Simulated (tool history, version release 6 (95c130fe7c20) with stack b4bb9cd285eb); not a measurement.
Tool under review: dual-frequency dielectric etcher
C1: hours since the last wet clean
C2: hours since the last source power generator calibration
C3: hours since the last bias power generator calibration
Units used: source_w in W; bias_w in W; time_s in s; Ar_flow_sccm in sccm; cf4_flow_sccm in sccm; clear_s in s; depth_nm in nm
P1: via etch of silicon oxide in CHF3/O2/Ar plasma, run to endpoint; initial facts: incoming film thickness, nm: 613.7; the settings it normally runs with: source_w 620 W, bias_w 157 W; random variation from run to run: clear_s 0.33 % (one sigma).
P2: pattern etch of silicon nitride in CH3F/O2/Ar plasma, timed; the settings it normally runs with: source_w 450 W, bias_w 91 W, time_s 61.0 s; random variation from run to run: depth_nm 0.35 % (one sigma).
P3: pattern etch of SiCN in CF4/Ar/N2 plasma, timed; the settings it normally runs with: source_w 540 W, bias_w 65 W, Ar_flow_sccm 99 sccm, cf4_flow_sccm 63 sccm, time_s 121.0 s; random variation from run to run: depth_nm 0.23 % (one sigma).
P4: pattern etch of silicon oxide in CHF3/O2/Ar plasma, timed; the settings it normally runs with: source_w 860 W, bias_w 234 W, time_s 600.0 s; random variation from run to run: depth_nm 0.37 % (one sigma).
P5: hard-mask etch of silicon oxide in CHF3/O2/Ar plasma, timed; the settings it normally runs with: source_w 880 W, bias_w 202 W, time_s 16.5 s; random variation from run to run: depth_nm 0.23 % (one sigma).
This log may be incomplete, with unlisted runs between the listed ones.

{"run": 1, "day": 0.383, "process": "P1", "source_w": 620, "bias_w": 157, "C1": 153.8, "C2": 1282.8, "C3": 1628.9, "clear_s": 303.42}
{"run": 2, "day": 0.983, "process": "P1", "source_w": 620, "bias_w": 97, "C1": 168.2, "C2": 1297.2, "C3": 1643.3, "clear_s": 350.43}
{"run": 3, "day": 1.508, "process": "P5", "source_w": 880, "bias_w": 202, "time_s": 16.5, "C1": 180.8, "C2": 1309.8, "C3": 1655.9, "depth_nm": 39.222}
{"run": 4, "day": 2.104, "process": "P4", "source_w": 860, "bias_w": 191, "time_s": 600.0, "C1": 195.1, "C2": 1324.1, "C3": 1670.2, "depth_nm": 1425.7}
{"run": 5, "day": 2.879, "process": "P2", "source_w": 450, "bias_w": 91, "time_s": 61.0, "C1": 213.7, "C2": 1342.7, "C3": 1688.8, "depth_nm": 50.66}
{"run": 6, "day": 3.304, "process": "P4", "source_w": 860, "bias_w": 234, "time_s": 330.0, "C1": 223.9, "C2": 1352.9, "C3": 1699.0, "depth_nm": 838.13}
{"run": 7, "day": 3.696, "process": "P3", "source_w": 540, "bias_w": 65, "time_s": 121.0, "Ar_flow_sccm": 134, "cf4_flow_sccm": 63, "C1": 233.3, "C2": 1362.3, "C3": 1708.4, "depth_nm": 110.67}
{"run": 8, "day": 4.354, "process": "P4", "source_w": 860, "bias_w": 234, "time_s": 600.0, "C1": 249.1, "C2": 1378.1, "C3": 1724.2, "depth_nm": 1521.8}
{"run": 9, "day": 4.896, "process": "P5", "source_w": 880, "bias_w": 202, "time_s": 23.5, "C1": 262.1, "C2": 1391.1, "C3": 1737.2, "depth_nm": 56.168}
{"run": 10, "day": 5.533, "process": "P2", "source_w": 310, "bias_w": 91, "time_s": 61.0, "C1": 277.4, "C2": 1406.4, "C3": 1752.5, "depth_nm": 43.95}
{"run": 11, "day": 6.292, "process": "P1", "source_w": 620, "bias_w": 157, "C1": 295.6, "C2": 1424.6, "C3": 1770.7, "clear_s": 303.97}
{"run": 12, "day": 6.962, "process": "P3", "source_w": 540, "bias_w": 65, "time_s": 79.0, "Ar_flow_sccm": 99, "cf4_flow_sccm": 63, "C1": 311.7, "C2": 1440.7, "C3": 1786.8, "depth_nm": 75.75}
{"run": 13, "day": 7.533, "process": "P4", "source_w": 1040, "bias_w": 234, "time_s": 600.0, "C1": 325.4, "C2": 1454.4, "C3": 1800.5, "depth_nm": 1638.8}
{"run": 14, "day": 7.933, "process": "P1", "source_w": 620, "bias_w": 213, "C1": 335.0, "C2": 1464.0, "C3": 1810.1, "clear_s": 271.39}
{"run": 15, "day": 8.379, "process": "P5", "source_w": 880, "bias_w": 284, "time_s": 16.5, "C1": 345.7, "C2": 1474.7, "C3": 1820.8, "depth_nm": 44.228}
{"day": 8.875, "done": "source power generator calibrated"}
{"run": 16, "day": 8.971, "process": "P5", "source_w": 880, "bias_w": 202, "time_s": 16.5, "C1": 359.9, "C2": 2.4, "C3": 1835.0, "depth_nm": 39.216}
{"run": 17, "day": 9.562, "process": "P1", "source_w": 770, "bias_w": 102, "C1": 374.1, "C2": 16.6, "C3": 1849.2, "clear_s": 318.27}
{"run": 18, "day": 10.188, "process": "P3", "source_w": 540, "bias_w": 65, "time_s": 121.0, "Ar_flow_sccm": 99, "cf4_flow_sccm": 63, "C1": 389.1, "C2": 31.6, "C3": 1864.2, "depth_nm": 116.49}
{"run": 19, "day": 10.767, "process": "P1", "source_w": 620, "bias_w": 157, "C1": 403.0, "C2": 45.5, "C3": 1878.1, "clear_s": 303.77}
{"run": 20, "day": 11.112, "process": "P2", "source_w": 450, "bias_w": 91, "time_s": 89.5, "C1": 411.3, "C2": 53.8, "C3": 1886.4, "depth_nm": 74.649}
{"run": 21, "day": 11.45, "process": "P3", "source_w": 540, "bias_w": 65, "time_s": 121.0, "Ar_flow_sccm": 99, "cf4_flow_sccm": 63, "C1": 419.4, "C2": 61.9, "C3": 1894.5, "depth_nm": 115.96}
{"run": 22, "day": 11.896, "process": "P1", "source_w": 460, "bias_w": 157, "C1": 430.1, "C2": 72.6, "C3": 1905.2, "clear_s": 339.21}
{"run": 23, "day": 12.338, "process": "P5", "source_w": 680, "bias_w": 202, "time_s": 16.5, "C1": 440.7, "C2": 83.2, "C3": 1915.8, "depth_nm": 35.614}
{"run": 24, "day": 13.025, "process": "P1", "source_w": 620, "bias_w": 157, "C1": 457.2, "C2": 99.7, "C3": 1932.3, "clear_s": 302.83}
{"run": 25, "day": 13.758, "process": "P1", "source_w": 850, "bias_w": 157, "C1": 474.8, "C2": 117.3, "C3": 1949.9, "clear_s": 268.58}
{"run": 26, "day": 14.283, "process": "P1", "source_w": 750, "bias_w": 208, "C1": 487.4, "C2": 129.9, "C3": 1962.5, "clear_s": 256.09}
{"run": 27, "day": 14.683, "process": "P3", "source_w": 540, "bias_w": 65, "time_s": 121.0, "Ar_flow_sccm": 99, "cf4_flow_sccm": 86, "C1": 497.0, "C2": 139.5, "C3": 1972.1, "depth_nm": 122.0}
{"run": 28, "day": 15.188, "process": "P3", "source_w": 540, "bias_w": 39, "time_s": 121.0, "Ar_flow_sccm": 99, "cf4_flow_sccm": 63, "C1": 509.1, "C2": 151.6, "C3": 1984.2, "depth_nm": 98.85}
{"run": 29, "day": 15.733, "process": "P1", "source_w": 620, "bias_w": 157, "C1": 522.2, "C2": 164.7, "C3": 1997.3, "clear_s": 302.97}
{"run": 30, "day": 16.433, "process": "P4", "source_w": 860, "bias_w": 234, "time_s": 600.0, "C1": 539.0, "C2": 181.5, "C3": 2014.1, "depth_nm": 1538.2}
{"run": 31, "day": 17.062, "process": "P2", "source_w": 450, "bias_w": 122, "time_s": 61.0, "C1": 554.1, "C2": 196.6, "C3": 2029.2, "depth_nm": 56.169}
{"run": 32, "day": 17.488, "process": "P1", "source_w": 760, "bias_w": 95, "C1": 564.3, "C2": 206.8, "C3": 2039.4, "clear_s": 326.61}
{"run": 33, "day": 17.962, "process": "P3", "source_w": 650, "bias_w": 65, "time_s": 121.0, "Ar_flow_sccm": 99, "cf4_flow_sccm": 63, "C1": 575.7, "C2": 218.2, "C3": 2050.8, "depth_nm": 136.9}
{"run": 34, "day": 18.479, "process": "P1", "source_w": 620, "bias_w": 157, "C1": 588.1, "C2": 230.6, "C3": 2063.2, "clear_s": 304.07}
{"run": 35, "day": 18.979, "process": "P1", "source_w": 620, "bias_w": 157, "C1": 600.1, "C2": 242.6, "C3": 2075.2, "clear_s": 302.09}
{"run": 36, "day": 19.504, "process": "P1", "source_w": 620, "bias_w": 157, "C1": 612.7, "C2": 255.2, "C3": 2087.8, "clear_s": 303.26}
{"run": 37, "day": 20.058, "process": "P1", "source_w": 620, "bias_w": 157, "C1": 626.0, "C2": 268.5, "C3": 2101.1, "clear_s": 306.95}
{"run": 38, "day": 20.508, "process": "P1", "source_w": 620, "bias_w": 157, "C1": 636.8, "C2": 279.3, "C3": 2111.9, "clear_s": 307.18}
{"run": 39, "day": 21.196, "process": "P1", "source_w": 620, "bias_w": 157, "C1": 653.3, "C2": 295.8, "C3": 2128.4, "clear_s": 309.7}

Run 40 comes next. What will it give?
{"day": 21.512, "done": "wet clean of the chamber"}
{"run": 40, "day": 21.929, "process": "P1", "source_w": 620, "bias_w": 157, "C1": 10.1, "C2": 313.4, "C3": 2146.0, "clear_s": "?"}

{"run 40": {"clear_s": 307.66}}
